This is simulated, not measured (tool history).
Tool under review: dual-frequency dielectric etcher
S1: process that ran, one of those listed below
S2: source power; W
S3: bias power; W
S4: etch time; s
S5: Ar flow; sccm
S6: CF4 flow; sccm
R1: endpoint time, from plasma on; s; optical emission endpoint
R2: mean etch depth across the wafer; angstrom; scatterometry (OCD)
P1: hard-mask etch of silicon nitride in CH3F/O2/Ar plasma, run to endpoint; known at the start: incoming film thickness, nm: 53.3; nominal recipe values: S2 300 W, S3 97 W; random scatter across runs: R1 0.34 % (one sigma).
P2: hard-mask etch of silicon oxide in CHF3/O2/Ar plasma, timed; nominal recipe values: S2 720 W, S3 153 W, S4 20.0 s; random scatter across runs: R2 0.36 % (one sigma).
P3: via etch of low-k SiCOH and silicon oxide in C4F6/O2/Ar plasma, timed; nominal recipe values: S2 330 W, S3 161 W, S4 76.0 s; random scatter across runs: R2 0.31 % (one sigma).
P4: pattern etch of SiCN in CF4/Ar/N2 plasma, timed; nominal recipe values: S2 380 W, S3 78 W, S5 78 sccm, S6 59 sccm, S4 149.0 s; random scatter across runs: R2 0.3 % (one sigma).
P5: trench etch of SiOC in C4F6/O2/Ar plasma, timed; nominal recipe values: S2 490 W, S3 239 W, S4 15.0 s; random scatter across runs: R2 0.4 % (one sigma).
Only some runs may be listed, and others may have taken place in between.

run     day  S1   S2   S3     S4  S5  S6      R1       R2
  1   0.450  P1  300   97                 76.076
  2   0.933  P1  300   97                 75.432
  3   1.354  P5  650  239   15.0                   423.97
  4   1.650  P3  330  161   76.0                  1909.90
  5   2.171  P1  300   97                 75.553
  6   2.446  P4  380   78  149.0  78  59          1112.70
  7   2.804  P1  300   65                 87.419
  8   3.158  P1  300   97                 75.450
  9   3.621  P4  380   78  149.0  78  59          1110.00
 10   3.996  P2  720  153   20.0                   402.89
      4.254  -- bias power generator calibrated
 11   4.421  P5  490  239   18.5                   473.15
 12   4.917  P2  720  153   11.0                   221.83
 13   5.454  P3  330  161   94.5                  2375.60
 14   5.762  P4  530   78  149.0  78  59          1498.10
 15   6.017  P5  490  239   15.0                   379.42
 16   6.412  P3  200  161   76.0                  1572.40
 17   6.917  P1  390   97                 68.961
 18   7.442  P4  380   78  223.5  78  59          1661.60
 19   7.850  P2  960  153   20.0                   450.26
 20   8.288  P4  380   48  149.0  78  59           949.87
 21   8.533  P5  490  239   15.0                   383.33
 22   8.842  P1  190   75                 98.224
 23   9.133  P4  380   78  149.0  55  59          1163.40
 24   9.450  P3  330  161   76.0                  1916.00
 25   9.904  P1  300  119                 70.172
 26  10.221  P2  720  209   20.0                   442.96
 27  10.562  P4  380   78  149.0  78  81          1157.80
 28  11.038  P1  170   97                 93.373
 29  11.321  P5  490  144   15.0                   327.22
 30  11.688  P3  330  223   76.0                  2127.60
 31  11.988  P1  300   97                 76.212
 32  12.288  P1  300   97                 76.703
 33  12.729  P1  300   97                 76.365
 34  13.096  P1  300   97                 76.933
     13.438  -- wet clean of the chamber
 35  13.517  P1  300   97                 77.372
 36  13.933  P1  300   97                 76.782
 37  14.362  P1  300   97                 77.174

What P1 gives has crept away from where it was. These 2 causes fit the log equally well, each at the size given:
A: source power that arrives under what is set, % = 4.48
B: bias power that arrives under what is set, % = 4.49
Creep in the process output first set in at about day 11.988.
Other possible causes, and why each is ruled out:
chamber walls in a state that lowers the etch rate, %: work on it at day 13.438, done after the drift set in, did not restore what the process gave before

4 check runs are offered, one wafer each, their results left as question marks. Which one tells the causes apart?
check 1  14.792  P5  490  149   15.0               ?
check 2  14.792  P2  720  177   13.5               ?
check 3  14.792  P4  380   78  210.5  78  78       ?
check 4  14.792  P3  230  218   76.0               ?

What every check run would give for each of its results, assuming each possible cause in turn:
  check  result     if A     if B
check 1      R2   322.49   323.94
check 2      R2   279.79   280.49
check 3      R2  1565.10  1604.50
check 4      R2  1806.60  1809.90
Distance between the nearest two causes, measured in the result of the check that separates them most: check 1 0.45 %; check 2 0.25 %; check 3 2.48 %; check 4 0.18 %
Only check 3 tells the causes apart: in the others they would give nearly the same result.

Then check 3 was run and gave: R2 1610.00 angstrom. Which cause is it?

It is B: bias power that arrives under what is set, %.

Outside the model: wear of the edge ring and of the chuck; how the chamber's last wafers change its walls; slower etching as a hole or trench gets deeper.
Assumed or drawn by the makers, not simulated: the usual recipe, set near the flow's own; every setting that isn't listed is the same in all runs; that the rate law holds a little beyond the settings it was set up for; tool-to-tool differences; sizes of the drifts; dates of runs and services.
